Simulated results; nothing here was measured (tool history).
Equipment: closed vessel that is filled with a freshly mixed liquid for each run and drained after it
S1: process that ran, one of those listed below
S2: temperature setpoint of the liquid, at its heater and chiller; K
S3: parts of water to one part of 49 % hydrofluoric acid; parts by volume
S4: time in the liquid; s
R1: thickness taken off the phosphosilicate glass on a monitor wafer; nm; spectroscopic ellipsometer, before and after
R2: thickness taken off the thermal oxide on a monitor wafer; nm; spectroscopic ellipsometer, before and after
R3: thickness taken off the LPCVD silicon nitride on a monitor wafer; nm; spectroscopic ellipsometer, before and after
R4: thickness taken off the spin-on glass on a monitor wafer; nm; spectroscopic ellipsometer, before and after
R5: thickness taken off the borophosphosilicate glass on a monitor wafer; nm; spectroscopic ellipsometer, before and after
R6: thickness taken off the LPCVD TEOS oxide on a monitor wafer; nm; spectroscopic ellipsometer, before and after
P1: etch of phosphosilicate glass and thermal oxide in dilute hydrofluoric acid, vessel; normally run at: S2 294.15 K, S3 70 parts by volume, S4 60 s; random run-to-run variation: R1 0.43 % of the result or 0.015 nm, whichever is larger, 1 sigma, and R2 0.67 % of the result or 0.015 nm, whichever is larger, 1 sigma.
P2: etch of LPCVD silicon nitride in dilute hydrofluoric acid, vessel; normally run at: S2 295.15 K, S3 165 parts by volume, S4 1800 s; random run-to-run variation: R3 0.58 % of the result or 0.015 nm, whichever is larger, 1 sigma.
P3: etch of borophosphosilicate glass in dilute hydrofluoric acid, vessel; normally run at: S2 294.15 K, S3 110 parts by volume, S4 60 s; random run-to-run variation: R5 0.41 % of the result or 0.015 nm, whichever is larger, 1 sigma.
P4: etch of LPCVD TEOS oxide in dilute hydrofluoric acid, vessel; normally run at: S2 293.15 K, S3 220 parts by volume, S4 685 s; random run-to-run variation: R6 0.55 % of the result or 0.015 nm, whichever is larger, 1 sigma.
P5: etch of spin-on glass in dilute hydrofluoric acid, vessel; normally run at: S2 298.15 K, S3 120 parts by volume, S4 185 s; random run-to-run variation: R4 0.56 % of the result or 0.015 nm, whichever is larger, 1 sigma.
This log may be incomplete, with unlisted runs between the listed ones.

run	hour	S1	S2	S3	S4	R1	R2	R3	R4	R5	R6
1	8.5	P1	294.15	70	60	161.13	3.8669				
2	22.8	P1	294.15	70	30	80.352	1.9204				
3	35.1	P2	295.15	55	1800			15.426			
4	48	P5	298.15	120	185				56.47		
5	67	P1	294.15	70	60	161.69	3.8747				
6	83.1	P1	290.15	70	30	67.807	1.6423				
7	102	P5	290.65	120	185				42.627		
8	114.9	P3	302.15	110	60					39.343	
9	124.6	P4	293.15	220	220						16.25
10	140.3	P1	300.15	70	60	205.08	4.9425				
11	158	P2	295.15	165	1800			5.2393			
12	166.6	P4	290.15	220	685						45.126
13	183.5	P4	293.15	220	685						50.834
14	197.4	P2	295.15	165	745			2.1816			
15	206.9	P1	294.15	70	60	160.58	3.9408				
16	216.4	P3	294.15	110	60					28.992	
17	230.8	P5	298.15	120	325				99.023		
18	240	P1	290.15	70	30	68.294	1.6318				
# hour 248.7: thermometer replaced
19	252.8	P4	293.15	75	685						173.59
20	262.1	P1	294.15	70	60	161.31	3.9113				
21	273.1	P2	301.15	165	1800			7.6523			
22	281.5	P3	294.15	110	60					29.251	
23	297.4	P1	290.15	70	60	136.01	3.2523				
24	306.7	P1	294.15	35	60	338.79	8.0972				

Run 25 has not been measured yet. What should we expect?
25	316.3	P5	298.15	20	185				?		

{"run 25": {"R4": 388.94}}

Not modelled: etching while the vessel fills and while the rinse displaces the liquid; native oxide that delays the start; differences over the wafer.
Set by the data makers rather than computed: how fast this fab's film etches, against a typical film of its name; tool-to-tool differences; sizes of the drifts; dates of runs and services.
